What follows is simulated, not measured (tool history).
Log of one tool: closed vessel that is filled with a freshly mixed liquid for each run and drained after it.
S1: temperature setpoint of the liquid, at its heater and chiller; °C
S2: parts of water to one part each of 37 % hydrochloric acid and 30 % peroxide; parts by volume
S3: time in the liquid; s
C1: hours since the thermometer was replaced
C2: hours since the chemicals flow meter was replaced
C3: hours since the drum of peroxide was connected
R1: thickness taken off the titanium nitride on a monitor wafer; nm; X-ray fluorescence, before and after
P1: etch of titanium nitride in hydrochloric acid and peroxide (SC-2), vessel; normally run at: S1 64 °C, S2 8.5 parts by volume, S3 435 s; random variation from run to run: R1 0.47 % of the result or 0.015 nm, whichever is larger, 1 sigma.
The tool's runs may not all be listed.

| run | hour | S1 | S2 | S3 | C1 | C2 | C3 | R1 |
|---|---|---|---|---|---|---|---|---|
| 1 | 11.7 | 64 | 8.5 | 435 | 1412.1 | 757.2 | 302.1 | 38.129 |
|  | 16.8 | chemicals flow meter replaced |
| 2 | 18 | 64 | 8.5 | 435 | 1418.4 | 1.3 | 308.4 | 38.305 |
| 3 | 28.6 | 64 | 14 | 435 | 1429 | 11.9 | 319 | 25.003 |
| 4 | 39.9 | 64 | 4 | 435 | 1440.3 | 23.2 | 330.3 | 66.875 |
| 5 | 46.5 | 64 | 8.5 | 840 | 1446.9 | 29.8 | 336.9 | 73.853 |
| 6 | 57.2 | 64 | 4 | 30 | 1457.6 | 40.5 | 347.6 | 4.6284 |
| 7 | 66.8 | 64 | 8.5 | 70 | 1467.2 | 50.1 | 357.2 | 6.1493 |
| 8 | 76.6 | 64 | 4.5 | 85 | 1477 | 59.9 | 367 | 12.174 |
| 9 | 86.5 | 52 | 8.5 | 435 | 1486.9 | 69.8 | 376.9 | 17.975 |
| 10 | 98.3 | 64 | 8.5 | 435 | 1498.7 | 81.6 | 388.7 | 38.166 |
| 11 | 106.1 | 64 | 8.5 | 435 | 1506.5 | 89.4 | 396.5 | 37.955 |
| 12 | 111.4 | 72 | 8.5 | 435 | 1511.8 | 94.7 | 401.8 | 62.122 |
| 13 | 120.3 | 64 | 8.5 | 435 | 1520.7 | 103.6 | 410.7 | 38.555 |
| 14 | 126.3 | 64 | 8.5 | 435 | 1526.7 | 109.6 | 416.7 | 37.398 |
| 15 | 137.3 | 64 | 8.5 | 435 | 1537.7 | 120.6 | 427.7 | 36.256 |

Forecast run 16:
| 16 | 146.6 | 64 | 8.5 | 435 | 1547 | 129.9 | 437 | ? |

{"run 16": {"R1": 35.42}}

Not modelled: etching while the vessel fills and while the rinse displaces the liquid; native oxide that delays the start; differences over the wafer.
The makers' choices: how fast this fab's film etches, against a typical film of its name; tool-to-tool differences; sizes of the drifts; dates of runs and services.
